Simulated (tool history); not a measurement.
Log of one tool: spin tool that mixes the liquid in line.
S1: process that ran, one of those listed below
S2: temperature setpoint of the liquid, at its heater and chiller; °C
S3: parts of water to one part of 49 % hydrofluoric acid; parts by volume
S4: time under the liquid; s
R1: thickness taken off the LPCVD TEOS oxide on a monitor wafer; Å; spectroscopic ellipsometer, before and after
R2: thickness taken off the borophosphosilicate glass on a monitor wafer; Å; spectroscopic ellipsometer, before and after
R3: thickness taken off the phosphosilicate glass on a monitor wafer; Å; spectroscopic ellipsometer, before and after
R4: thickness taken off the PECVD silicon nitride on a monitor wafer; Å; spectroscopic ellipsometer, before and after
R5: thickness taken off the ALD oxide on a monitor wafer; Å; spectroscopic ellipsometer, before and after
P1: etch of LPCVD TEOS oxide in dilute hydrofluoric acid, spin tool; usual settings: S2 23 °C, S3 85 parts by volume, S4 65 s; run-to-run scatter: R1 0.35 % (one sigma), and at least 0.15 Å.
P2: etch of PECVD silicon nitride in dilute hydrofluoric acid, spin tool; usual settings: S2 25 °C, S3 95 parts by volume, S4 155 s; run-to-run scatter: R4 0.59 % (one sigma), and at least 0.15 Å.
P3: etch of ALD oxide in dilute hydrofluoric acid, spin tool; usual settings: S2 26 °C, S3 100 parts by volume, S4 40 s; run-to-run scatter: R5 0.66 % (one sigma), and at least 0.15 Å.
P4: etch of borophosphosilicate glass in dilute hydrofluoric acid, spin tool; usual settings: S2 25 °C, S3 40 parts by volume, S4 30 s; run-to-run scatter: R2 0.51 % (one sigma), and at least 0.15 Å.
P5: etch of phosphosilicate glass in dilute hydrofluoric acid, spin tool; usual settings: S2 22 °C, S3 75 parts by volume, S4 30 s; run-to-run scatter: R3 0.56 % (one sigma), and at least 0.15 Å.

run,day,S1,S2,S3,S4,R1,R2,R3,R4,R5
1,0.458,P1,23,85,65,129.250,,,,
2,0.758,P4,25,40,30,,530.17,,,
3,1.025,P5,22,140,30,,,194.33,,
4,1.300,P1,23,85,35,69.621,,,,
5,1.554,P1,23,85,65,130.040,,,,
6,1.775,P1,23,40,65,292.080,,,,
7,2.117,P2,25,45,155,,,,130.960,
8,2.362,P1,23,85,65,128.720,,,,
9,2.812,P5,22,75,30,,,393.73,,
10,3.179,P5,22,75,55,,,712.50,,
11,3.521,P1,23,35,110,568.610,,,,
12,3.892,P3,26,50,40,,,,,89.463
13,4.133,P1,29,85,65,163.360,,,,
14,4.412,P1,23,85,65,129.380,,,,
15,4.817,P5,17,75,30,,,315.03,,
16,5.133,P1,27,85,120,279.640,,,,
17,5.575,P4,25,60,30,,347.61,,,
18,5.829,P1,23,85,65,129.350,,,,
19,6.192,P3,26,100,20,,,,,20.941
20,6.517,P3,26,100,40,,,,,41.653
21,6.838,P2,25,95,155,,,,63.336,
22,7.279,P2,25,95,45,,,,18.291,
23,7.658,P4,18,40,30,,395.44,,,
24,7.904,P1,23,85,65,129.900,,,,
25,8.192,P1,17,85,65,100.900,,,,
26,8.421,P4,25,40,30,,529.50,,,
27,8.779,P1,23,145,65,70.906,,,,
28,9.062,P1,23,85,115,229.040,,,,
29,9.467,P2,31,95,155,,,,93.306,
30,9.896,P4,25,40,15,,266.31,,,
31,10.329,P3,18,100,40,,,,,30.039
32,10.542,P1,29,35,65,430.330,,,,
33,10.938,P1,23,85,65,129.340,,,,

Run 34 comes next. What will it give?
34,11.300,P2,25,95,155,,,,?,

R4: 62.988 Å
